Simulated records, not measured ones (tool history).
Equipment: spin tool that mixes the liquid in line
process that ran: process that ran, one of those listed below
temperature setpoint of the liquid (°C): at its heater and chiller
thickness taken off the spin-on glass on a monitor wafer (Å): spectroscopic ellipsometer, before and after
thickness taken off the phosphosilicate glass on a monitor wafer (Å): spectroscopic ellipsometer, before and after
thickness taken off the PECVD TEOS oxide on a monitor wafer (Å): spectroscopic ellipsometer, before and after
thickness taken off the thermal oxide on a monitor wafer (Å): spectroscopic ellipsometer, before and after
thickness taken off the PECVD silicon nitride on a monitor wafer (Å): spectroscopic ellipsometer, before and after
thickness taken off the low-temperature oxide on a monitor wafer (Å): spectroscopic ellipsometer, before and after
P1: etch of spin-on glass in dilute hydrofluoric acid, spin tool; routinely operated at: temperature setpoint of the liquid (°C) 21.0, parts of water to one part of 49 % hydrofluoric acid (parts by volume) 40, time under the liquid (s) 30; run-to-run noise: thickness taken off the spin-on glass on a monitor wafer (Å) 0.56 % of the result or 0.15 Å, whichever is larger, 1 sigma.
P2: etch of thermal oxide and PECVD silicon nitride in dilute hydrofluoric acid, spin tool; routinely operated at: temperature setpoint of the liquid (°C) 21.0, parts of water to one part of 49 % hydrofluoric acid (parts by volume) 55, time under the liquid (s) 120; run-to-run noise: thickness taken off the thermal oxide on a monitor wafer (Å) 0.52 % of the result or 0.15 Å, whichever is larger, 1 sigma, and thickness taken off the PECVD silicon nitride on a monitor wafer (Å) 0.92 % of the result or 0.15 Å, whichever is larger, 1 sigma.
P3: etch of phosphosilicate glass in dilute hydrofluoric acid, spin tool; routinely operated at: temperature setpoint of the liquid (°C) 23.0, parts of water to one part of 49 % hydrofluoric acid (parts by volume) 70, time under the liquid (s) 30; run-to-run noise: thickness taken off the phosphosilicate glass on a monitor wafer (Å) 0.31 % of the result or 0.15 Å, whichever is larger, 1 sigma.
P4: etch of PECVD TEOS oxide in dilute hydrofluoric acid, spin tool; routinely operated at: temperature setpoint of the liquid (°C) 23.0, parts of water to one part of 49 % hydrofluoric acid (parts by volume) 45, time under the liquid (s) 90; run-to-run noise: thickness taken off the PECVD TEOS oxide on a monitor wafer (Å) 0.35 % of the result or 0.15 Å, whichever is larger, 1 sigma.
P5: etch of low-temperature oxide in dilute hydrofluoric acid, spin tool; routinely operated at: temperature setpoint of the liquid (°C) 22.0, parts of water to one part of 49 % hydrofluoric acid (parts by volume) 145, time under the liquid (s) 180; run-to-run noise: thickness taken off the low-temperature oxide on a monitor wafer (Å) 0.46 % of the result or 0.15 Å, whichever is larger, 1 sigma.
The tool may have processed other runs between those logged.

run	hour	process that ran	temperature setpoint of the liquid (°C)	parts of water to one part of 49 % hydrofluoric acid (parts by volume)	time under the liquid (s)	hours since the thermometer was replaced	hours since the hydrofluoric acid flow meter was replaced	thickness taken off the spin-on glass on a monitor wafer (Å)	thickness taken off the phosphosilicate glass on a monitor wafer (Å)	thickness taken off the PECVD TEOS oxide on a monitor wafer (Å)	thickness taken off the thermal oxide on a monitor wafer (Å)	thickness taken off the PECVD silicon nitride on a monitor wafer (Å)	thickness taken off the low-temperature oxide on a monitor wafer (Å)
1	7.5	P1	21.0	40	30	1559.8	669.1	187.740					
2	14.8	P1	21.0	40	30	1567.1	676.4	189.100					
3	21.6	P3	23.0	70	15	1573.9	683.2		172.10				
4	28.5	P4	18.5	45	90	1580.8	690.1			147.320			
5	33.6	P1	21.0	40	30	1585.9	695.2	190.760					
6	37.9	P2	21.0	80	120	1590.2	699.5				60.140	20.866	
7	46.3	P1	21.0	70	15	1598.6	707.9	51.817					
8	51.0	P1	21.0	40	30	1603.3	712.6	189.290					
9	58.1	P3	23.0	105	30	1610.4	719.7		218.51				
10	62.7	P4	23.0	20	90	1615.0	724.3			414.500			
11	68.0	P2	21.0	55	120	1620.3	729.6				89.754	29.701	
12	75.3	P5	22.0	145	180	1627.6	736.9						119.020
13	80.0	P5	22.0	30	180	1632.3	741.6						655.310
14	86.9	P3	23.0	70	30	1639.2	748.5		342.67				
15	90.8	P1	17.0	40	30	1643.1	752.4	160.330					
16	97.9	P1	21.0	20	30	1650.2	759.5	385.910					
17	104.5	P2	21.0	55	205	1656.8	766.1				152.880	51.314	
18	110.8	P3	17.0	70	30	1663.1	772.4		265.89				
19	118.8	P4	23.0	45	20	1671.1	780.4			39.533			
20	124.9	P5	22.0	145	180	1677.2	786.5						119.210
21	129.2	P4	23.0	45	90	1681.5	790.8			178.890			
22	134.5	P5	22.0	145	95	1686.8	796.1						63.248
23	139.0	P1	21.0	40	65	1691.3	800.6	407.630					
24	145.6	P1	27.5	40	15	1697.9	807.2	124.820					
25	149.8	P1	21.0	40	30	1702.1	811.4	189.760					
26	157.9	P1	21.0	40	15	1710.2	819.5	94.877					
27	166.0	P3	23.0	70	30	1718.3	827.6		343.10				
28	170.3	P1	21.0	65	30	1722.6	831.9	113.480					
29	175.5	P1	26.5	40	30	1727.8	837.1	236.560					
30	179.4	P2	27.5	55	120	1731.7	841.0				117.210	46.410	
31	186.7	P5	17.0	145	180	1739.0	848.3						97.526
32	191.2	P1	21.0	40	30	1743.5	852.8	191.050					
33	196.1	P2	21.0	55	120	1748.4	857.7				90.194	29.912	
34	201.7	P1	21.0	40	30	1754.0	863.3	188.060					
35	208.1	P1	21.0	40	30	1760.4	869.7	186.130					
36	215.7	P1	21.0	40	30	1768.0	877.3	180.970					
37	223.7	P1	21.0	40	30	1776.0	885.3	179.250					
38	229.1	P1	21.0	40	30	1781.4	890.7	179.530					
39	234.9	P1	21.0	40	30	1787.2	896.5	179.450					
40	242.4	P1	21.0	40	30	1794.7	904.0	177.950					
41	248.6	P1	21.0	40	30	1800.9	910.2	176.650					
42	255.3	P1	21.0	40	30	1807.6	916.9	175.280					

Something has made what P1 gives creep away from where it was; the 2 causes below, each at its own stated size, fit the log equally well:
A: hydrofluoric acid flow below the setpoint (%) = 6.05
B: liquid colder than its thermometer reads (K) = 1.54
Onset of the creep was near hour 201.7.

Each of the check runs listed below is run on 3 wafers and reports their average, with the results left as question marks. Pick the one under which the possible causes would lead to clearly different results.
check 1	262.0	P3	17.0	105	30				?				
check 2	262.0	P5	17.0	35	180								?
check 3	262.0	P2	26.0	55	205						?	?	
check 4	262.0	P4	23.0	30	90					?			

How each check would come out, cause by cause:
check	result	if A	if B
check 1	thickness taken off the phosphosilicate glass on a monitor wafer (Å)	159.94	160.60
check 2	thickness taken off the low-temperature oxide on a monitor wafer (Å)	424.400	423.040
check 3	thickness taken off the thermal oxide on a monitor wafer (Å)	175.970	176.810
check 3	thickness taken off the PECVD silicon nitride on a monitor wafer (Å)	67.229	64.513
check 4	thickness taken off the PECVD TEOS oxide on a monitor wafer (Å)	255.390	255.280
Separation of the two closest causes in each check, using whichever result separates them best: check 1 0.41 %; check 2 0.32 %; check 3 4.12 %; check 4 0.04 %
Of the check runs offered, only check 3 discriminates between the causes; the rest would read about the same regardless of which cause applies.

With check 3 done, the readings were: thickness taken off the thermal oxide on a monitor wafer (Å) 176.460; thickness taken off the PECVD silicon nitride on a monitor wafer (Å) 64.903. Identify which of the listed causes applies.

The cause is B: liquid colder than its thermometer reads (K).

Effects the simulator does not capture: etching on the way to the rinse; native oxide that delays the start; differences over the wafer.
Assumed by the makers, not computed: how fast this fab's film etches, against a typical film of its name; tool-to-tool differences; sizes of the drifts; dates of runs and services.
